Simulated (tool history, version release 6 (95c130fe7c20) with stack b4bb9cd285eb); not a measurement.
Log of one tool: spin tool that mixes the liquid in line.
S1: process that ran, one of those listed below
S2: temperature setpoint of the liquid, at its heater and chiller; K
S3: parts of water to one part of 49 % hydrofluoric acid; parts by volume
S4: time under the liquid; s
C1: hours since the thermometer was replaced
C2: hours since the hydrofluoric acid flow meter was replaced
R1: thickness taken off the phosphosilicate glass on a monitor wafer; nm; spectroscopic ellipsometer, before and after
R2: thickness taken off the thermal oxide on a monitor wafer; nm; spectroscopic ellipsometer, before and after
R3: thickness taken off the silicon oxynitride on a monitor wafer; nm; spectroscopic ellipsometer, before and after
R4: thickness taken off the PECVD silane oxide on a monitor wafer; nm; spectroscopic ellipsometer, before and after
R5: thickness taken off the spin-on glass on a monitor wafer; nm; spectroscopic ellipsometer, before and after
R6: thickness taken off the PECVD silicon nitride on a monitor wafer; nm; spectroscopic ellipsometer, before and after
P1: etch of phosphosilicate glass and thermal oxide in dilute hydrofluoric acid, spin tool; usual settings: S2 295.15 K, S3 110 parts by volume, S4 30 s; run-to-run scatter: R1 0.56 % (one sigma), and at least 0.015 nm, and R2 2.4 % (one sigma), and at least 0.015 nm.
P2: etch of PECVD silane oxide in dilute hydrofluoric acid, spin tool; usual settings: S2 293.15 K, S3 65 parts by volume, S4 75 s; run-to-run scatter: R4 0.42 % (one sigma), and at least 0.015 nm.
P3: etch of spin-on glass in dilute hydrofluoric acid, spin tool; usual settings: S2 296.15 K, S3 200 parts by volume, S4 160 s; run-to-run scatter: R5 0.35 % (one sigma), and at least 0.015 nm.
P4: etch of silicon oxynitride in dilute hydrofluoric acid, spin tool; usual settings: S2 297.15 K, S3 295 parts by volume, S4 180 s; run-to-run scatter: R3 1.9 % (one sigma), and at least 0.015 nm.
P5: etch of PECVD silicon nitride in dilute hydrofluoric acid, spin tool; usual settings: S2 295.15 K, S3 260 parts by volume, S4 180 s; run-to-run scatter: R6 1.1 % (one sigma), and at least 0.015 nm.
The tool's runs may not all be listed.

run   hour  S1      S2   S3   S4      C1      C2       R1       R2       R3      R4      R5      R6
  1    5.6  P1  295.15  110   30   798.6  1057.8   48.681  1.20880
  2   18.4  P4  297.15  295  180   811.4  1070.6                    1.12860
  3   24.2  P2  301.15   65   75   817.2  1076.4                             70.100
  4   30.0  P3  290.15  200  160   823.0  1082.2                                     16.628
  5   35.6  P3  296.15  200  275   828.6  1087.8                                     36.181
  6   44.3  P5  295.15  395  180   837.3  1096.5                                             1.6856
  7   51.2  P2  293.15   65   75   844.2  1103.4                             50.508
  8   58.7  P3  296.15  200  160   851.7  1110.9                                     20.855
  9   67.3  P1  302.65  110   30   860.3  1119.5   65.359  1.57300
 10   78.9  P2  293.15   65   15   871.9  1131.1                             10.074
 11   88.5  P1  290.15  110   15   881.5  1140.7   19.993  0.52083
 12   96.2  P4  290.15  295  180   889.2  1148.4                    0.82006
 13  102.6  P1  295.15  110   50   895.6  1154.8   81.100  2.00170
 14  115.4  P1  295.15   45   30   908.4  1167.6  128.140  3.18690
 15  121.1  P1  295.15  110   30   914.1  1173.3   48.958  1.14520
 16  126.8  P1  295.15  110   15   919.8  1179.0   24.537  0.58760
 17  139.2  P1  295.15  110   30   932.2  1191.4   48.481  1.16590
 18  149.7  P5  295.15  260  350   942.7  1201.9                                             4.9856
 19  159.9  P1  290.65  110   30   952.9  1212.1   40.520  0.98817
 20  169.2  P4  297.15  485  180   962.2  1221.4                    0.63439
 21  176.5  P2  293.15   65   75   969.5  1228.7                             50.615
 22  189.4  P3  296.15   70  160   982.4  1241.6                                     69.633
 23  195.7  P4  297.15  295   80   988.7  1247.9                    0.49119
 24  203.9  P1  295.15  110   30   996.9  1256.1   49.077  1.20950
 25  211.5  P5  290.15  260  180  1004.5  1263.7                                             1.8554
 26  220.0  P1  295.15  155   30  1013.0  1272.2   32.756  0.79535
 27  230.2  P2  293.15  110   75  1023.2  1282.4                             28.333
 28  238.6  P3  296.15  200  160  1031.6  1290.8                                     20.927
 29  248.3  P5  295.15  260  180  1041.3  1300.5                                             2.5930
 30  254.5  P1  295.15  110   30  1047.5  1306.7   48.551  1.20650
 31  263.4  P1  295.15  110   30  1056.4  1315.6   50.221  1.22160
 32  269.6  P1  295.15  110   30  1062.6  1321.8   51.111  1.22520
 33  275.5  P1  295.15  110   30  1068.5  1327.7   51.851  1.28350
 34  288.4  P1  295.15  110   30  1081.4  1340.6   52.998  1.29190
 35  298.9  P1  295.15  110   30  1091.9  1351.1   53.165  1.22200
 36  311.8  P1  295.15  110   30  1104.8  1364.0   53.156  1.27170
 37  323.9  P1  295.15  110   30  1116.9  1376.1   53.340  1.26860
 38  334.5  P1  295.15  110   30  1127.5  1386.7   53.556  1.36010
 39  341.6  P1  295.15  110   30  1134.6  1393.8   53.752  1.37500

What P1 gives has crept away from where it was. These 2 causes fit the log equally well, each at the size given:
A: hydrofluoric acid flow above the setpoint (%) = 8.96
B: liquid hotter than its thermometer reads (K) = 2.43
The creep began at about hour 254.5.

4 check runs are offered, each on 2 wafers whose results are averaged, their results left as question marks. Which one tells the causes apart?
check 1  348.7  P2  293.15   90   75                       ?
check 2  348.7  P3  290.15  200  270                           ?
check 3  348.7  P5  290.15  260  180                               ?
check 4  348.7  P4  291.15  480  180                   ?

What each check would give under each cause:
  check  result     if A     if B
check 1      R4   38.984   39.186
check 2      R5   31.012   30.846
check 3      R6   2.0100   2.1714
check 4      R3  0.52982  0.52741
How far apart the two closest causes lie, in the result that separates them most: check 1 0.52 %; check 2 0.54 %; check 3 7.72 %; check 4 0.46 %
Check 3 tells the causes apart: in the others they would give nearly the same result.

Check 3 was then run and gave: R6 2.1741 nm. Which cause is it?

It is B: liquid hotter than its thermometer reads (K).
